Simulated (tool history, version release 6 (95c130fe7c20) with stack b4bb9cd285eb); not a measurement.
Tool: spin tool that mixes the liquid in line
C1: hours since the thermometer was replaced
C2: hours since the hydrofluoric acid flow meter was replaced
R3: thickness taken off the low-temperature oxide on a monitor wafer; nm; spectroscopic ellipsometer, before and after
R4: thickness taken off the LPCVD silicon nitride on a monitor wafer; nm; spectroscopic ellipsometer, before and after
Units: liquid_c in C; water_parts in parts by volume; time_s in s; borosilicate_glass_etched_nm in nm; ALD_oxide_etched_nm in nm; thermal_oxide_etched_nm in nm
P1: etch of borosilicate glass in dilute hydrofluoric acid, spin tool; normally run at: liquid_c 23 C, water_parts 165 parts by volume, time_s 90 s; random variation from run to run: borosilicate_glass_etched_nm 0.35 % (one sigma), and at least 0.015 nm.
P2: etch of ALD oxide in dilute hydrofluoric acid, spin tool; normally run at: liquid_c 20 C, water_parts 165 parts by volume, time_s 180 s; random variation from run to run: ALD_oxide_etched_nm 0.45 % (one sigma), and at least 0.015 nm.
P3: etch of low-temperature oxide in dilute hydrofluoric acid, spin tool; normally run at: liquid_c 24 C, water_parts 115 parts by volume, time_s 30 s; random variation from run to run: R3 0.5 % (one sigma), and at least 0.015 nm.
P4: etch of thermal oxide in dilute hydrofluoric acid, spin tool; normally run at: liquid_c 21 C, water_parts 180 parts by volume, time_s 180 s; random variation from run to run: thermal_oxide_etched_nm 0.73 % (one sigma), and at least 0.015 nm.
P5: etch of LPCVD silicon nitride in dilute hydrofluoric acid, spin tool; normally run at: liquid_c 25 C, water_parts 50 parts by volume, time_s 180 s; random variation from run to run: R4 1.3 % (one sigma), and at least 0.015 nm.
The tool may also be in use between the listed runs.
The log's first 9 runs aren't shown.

{"run": 10, "day": 1.817, "process": "P2", "liquid_c": 20, "water_parts": 165, "time_s": 180, "C1": 347.3, "C2": 633.7, "ALD_oxide_etched_nm": 20.578}
{"run": 11, "day": 1.988, "process": "P1", "liquid_c": 23, "water_parts": 165, "time_s": 90, "C1": 351.4, "C2": 637.8, "borosilicate_glass_etched_nm": 8.8123}
{"run": 12, "day": 2.171, "process": "P1", "liquid_c": 28, "water_parts": 225, "time_s": 90, "C1": 355.8, "C2": 642.2, "borosilicate_glass_etched_nm": 7.1364}
{"run": 13, "day": 2.333, "process": "P5", "liquid_c": 25, "water_parts": 50, "time_s": 35, "C1": 359.7, "C2": 646.1, "R4": 0.33839}
{"run": 14, "day": 2.525, "process": "P3", "liquid_c": 24, "water_parts": 115, "time_s": 30, "C1": 364.3, "C2": 650.7, "R3": 8.9602}
{"run": 15, "day": 2.733, "process": "P4", "liquid_c": 21, "water_parts": 180, "time_s": 180, "C1": 369.3, "C2": 655.7, "thermal_oxide_etched_nm": 3.5099}
{"run": 16, "day": 2.938, "process": "P1", "liquid_c": 23, "water_parts": 165, "time_s": 90, "C1": 374.2, "C2": 660.6, "borosilicate_glass_etched_nm": 8.7074}
{"run": 17, "day": 3.075, "process": "P3", "liquid_c": 24, "water_parts": 115, "time_s": 30, "C1": 377.5, "C2": 663.9, "R3": 9.1191}
{"run": 18, "day": 3.204, "process": "P5", "liquid_c": 25, "water_parts": 50, "time_s": 180, "C1": 380.6, "C2": 667, "R4": 1.8369}
{"day": 3.233, "done": "hydrofluoric acid flow meter replaced"}
{"run": 19, "day": 3.329, "process": "P1", "liquid_c": 18.5, "water_parts": 165, "time_s": 90, "C1": 383.6, "C2": 2.4, "borosilicate_glass_etched_nm": 7.2777}
{"run": 20, "day": 3.55, "process": "P4", "liquid_c": 21, "water_parts": 180, "time_s": 180, "C1": 388.9, "C2": 7.7, "thermal_oxide_etched_nm": 3.5015}
{"run": 21, "day": 3.675, "process": "P1", "liquid_c": 26.5, "water_parts": 215, "time_s": 90, "C1": 391.9, "C2": 10.7, "borosilicate_glass_etched_nm": 7.2036}
{"run": 22, "day": 3.829, "process": "P1", "liquid_c": 28, "water_parts": 165, "time_s": 90, "C1": 395.6, "C2": 14.4, "borosilicate_glass_etched_nm": 10.524}
{"run": 23, "day": 4.079, "process": "P1", "liquid_c": 23, "water_parts": 90, "time_s": 90, "C1": 401.6, "C2": 20.4, "borosilicate_glass_etched_nm": 17.466}
{"run": 24, "day": 4.267, "process": "P5", "liquid_c": 25, "water_parts": 20, "time_s": 180, "C1": 406.1, "C2": 24.9, "R4": 4.4855}
{"run": 25, "day": 4.454, "process": "P1", "liquid_c": 23, "water_parts": 165, "time_s": 25, "C1": 410.6, "C2": 29.4, "borosilicate_glass_etched_nm": 2.4546}
{"run": 26, "day": 4.692, "process": "P3", "liquid_c": 24, "water_parts": 115, "time_s": 15, "C1": 416.3, "C2": 35.1, "R3": 4.475}
{"run": 27, "day": 4.825, "process": "P1", "liquid_c": 23, "water_parts": 165, "time_s": 90, "C1": 419.5, "C2": 38.3, "borosilicate_glass_etched_nm": 8.7312}

Forecast run 28:
{"run": 28, "day": 4.979, "process": "P4", "liquid_c": 21, "water_parts": 95, "time_s": 180, "C1": 423.2, "C2": 42, "thermal_oxide_etched_nm": "?"}

thermal_oxide_etched_nm: 7.3757 nm
